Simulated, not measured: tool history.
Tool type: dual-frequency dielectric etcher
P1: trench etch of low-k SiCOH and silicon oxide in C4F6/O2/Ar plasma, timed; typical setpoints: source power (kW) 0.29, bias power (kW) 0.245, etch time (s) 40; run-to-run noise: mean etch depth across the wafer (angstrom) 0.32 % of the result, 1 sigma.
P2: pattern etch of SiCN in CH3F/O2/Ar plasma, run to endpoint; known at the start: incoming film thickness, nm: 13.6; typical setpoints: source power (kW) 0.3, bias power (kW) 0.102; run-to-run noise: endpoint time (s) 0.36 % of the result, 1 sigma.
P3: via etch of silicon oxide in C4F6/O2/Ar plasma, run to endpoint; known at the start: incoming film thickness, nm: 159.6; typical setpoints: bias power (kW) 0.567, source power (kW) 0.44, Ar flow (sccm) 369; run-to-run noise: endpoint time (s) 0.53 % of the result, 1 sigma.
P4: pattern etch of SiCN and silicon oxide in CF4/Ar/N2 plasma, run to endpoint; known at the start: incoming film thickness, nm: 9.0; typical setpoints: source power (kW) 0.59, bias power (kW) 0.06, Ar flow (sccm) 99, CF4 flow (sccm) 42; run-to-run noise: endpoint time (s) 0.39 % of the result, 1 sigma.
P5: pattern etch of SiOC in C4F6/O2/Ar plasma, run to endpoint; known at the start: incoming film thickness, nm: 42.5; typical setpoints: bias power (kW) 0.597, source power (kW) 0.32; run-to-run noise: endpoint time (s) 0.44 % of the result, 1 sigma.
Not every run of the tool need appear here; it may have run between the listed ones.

run	day	process that ran	source power (kW)	bias power (kW)	etch time (s)	Ar flow (sccm)	CF4 flow (sccm)	hours since the last wet clean	hours since the last source power generator calibration	hours since the last bias power generator calibration	mean etch depth across the wafer (angstrom)	endpoint time (s)
1	0.292	P1	0.29	0.245	40			88.4	1550.7	758.7	1194.2	
2	0.562	P2	0.24	0.102				94.9	1557.2	765.2		38.258
3	0.8	P2	0.3	0.102				100.6	1562.9	770.9		35.194
4	1.142	P1	0.29	0.245	27.5			108.8	1571.1	779.1	821.46	
5	1.338	P4	0.59	0.06		99	33	113.5	1575.8	783.8		9.9103
6	1.546	P5	0.45	0.597				118.5	1580.8	788.8		12.677
7	1.9	P4	0.44	0.06		99	42	127	1589.3	797.3		12.336
8	2.088	P4	0.59	0.06		99	42	131.5	1593.8	801.8		9.4883
9	2.321	P4	0.59	0.06		129	42	137.1	1599.4	807.4		9.9566
10	2.546	P3	0.54	0.567		369		142.5	1604.8	812.8		30.915
11	2.783	P5	0.32	0.807				148.2	1610.5	818.5		12.865
12	2.946	P4	0.59	0.045		99	42	152.1	1614.4	822.4		10.471
# day 3.162: bias power generator calibrated
13	3.271	P4	0.59	0.06		99	42	159.9	1622.2	2.7		9.537
14	3.583	P2	0.3	0.102				167.4	1629.7	10.2		35.373
15	3.9	P1	0.41	0.245	40			175	1637.3	17.8	1367.1	
16	4.221	P1	0.29	0.245	40			182.7	1645	25.5	1193.1	
17	4.583	P1	0.38	0.173	40			191.4	1653.7	34.2	1177.9	
18	4.888	P3	0.44	0.567		369		198.7	1661	41.5		32.639
19	5.121	P1	0.29	0.245	40			204.3	1666.6	47.1	1191.3	
20	5.471	P1	0.29	0.164	40			212.7	1675	55.5	1051.3	
21	5.638	P3	0.44	0.567		251		216.7	1679	59.5		31.755
22	6.012	P3	0.44	0.567		369		225.7	1688	68.5		32.963
23	6.246	P1	0.18	0.245	40			231.3	1693.6	74.1	1002.3	
24	6.512	P1	0.29	0.313	40			237.7	1700	80.5	1293.4	
25	6.883	P1	0.29	0.245	52.5			246.6	1708.9	89.4	1565	
26	7.112	P1	0.29	0.245	40			252.1	1714.4	94.9	1198.9	
27	7.362	P5	0.32	0.597				258.1	1720.4	100.9		14.465
28	7.725	P5	0.32	0.597				266.8	1729.1	109.6		14.42
29	7.967	P1	0.29	0.245	40			272.6	1734.9	115.4	1193.9	
30	8.192	P1	0.29	0.245	40			278	1740.3	120.8	1192.6	
31	8.383	P3	0.44	0.724		369		282.6	1744.9	125.4		30.112
32	8.554	P2	0.3	0.07				286.7	1749	129.5		40.342
33	8.883	P1	0.29	0.245	40			294.6	1756.9	137.4	1191.8	
34	9.175	P1	0.29	0.245	40			301.6	1763.9	144.4	1201.1	
35	9.371	P1	0.29	0.245	40			306.3	1768.6	149.1	1199.6	
36	9.608	P1	0.29	0.245	40			312	1774.3	154.8	1203.2	
37	9.938	P1	0.29	0.245	40			319.9	1782.2	162.7	1208.3	
# day 10.121: wet clean of the chamber
38	10.142	P1	0.29	0.245	40			0.5	1787.1	167.6	1215.7	
39	10.367	P1	0.29	0.245	40			5.9	1792.5	173	1211.1	
40	10.717	P1	0.29	0.245	40			14.3	1800.9	181.4	1210.4	
41	11.067	P1	0.29	0.245	40			22.7	1809.3	189.8	1211.4	
42	11.446	P1	0.29	0.245	40			31.8	1818.4	198.9	1217.5	

Something has made what P1 gives creep away from where it was; the 2 causes below, each at its own stated size, fit the log equally well:
A: bias power that arrives over what is set, % = 4.8
B: source power that arrives over what is set, % = 4.34
At approximately day 8.883, the process output began to creep.
Other possible causes, and why each is ruled out:
chamber walls in a state that raises the etch rate, %: serviced at day 10.121, which brought nothing back

You are offered 4 check runs, listed below with question marks in place of their results; each one averages 2 wafers. Which run separates the listed causes by giving clearly different results for each?
check 1	11.825	P3	0.44	0.567		369						?
check 2	11.825	P2	0.3	0.102								?
check 3	11.825	P4	0.59	0.06		99	42					?
check 4	11.825	P5	0.32	0.597								?

Expected result of each check under each candidate cause:
check	result	if A	if B
check 1	endpoint time (s)	32.442	32.513
check 2	endpoint time (s)	34.565	34.653
check 3	endpoint time (s)	9.3593	9.1639
check 4	endpoint time (s)	14.145	14.183
How far apart the two closest causes lie, in the result that separates them most: check 1 0.22 %; check 2 0.25 %; check 3 2.11 %; check 4 0.27 %
The causes can be told apart only by check 3. The other checks would give nearly the same results under each of them.

The results of check 3 are: endpoint time (s) 9.3382. Based on these, which of the listed causes is it?

It was cause A: bias power that arrives over what is set, %.
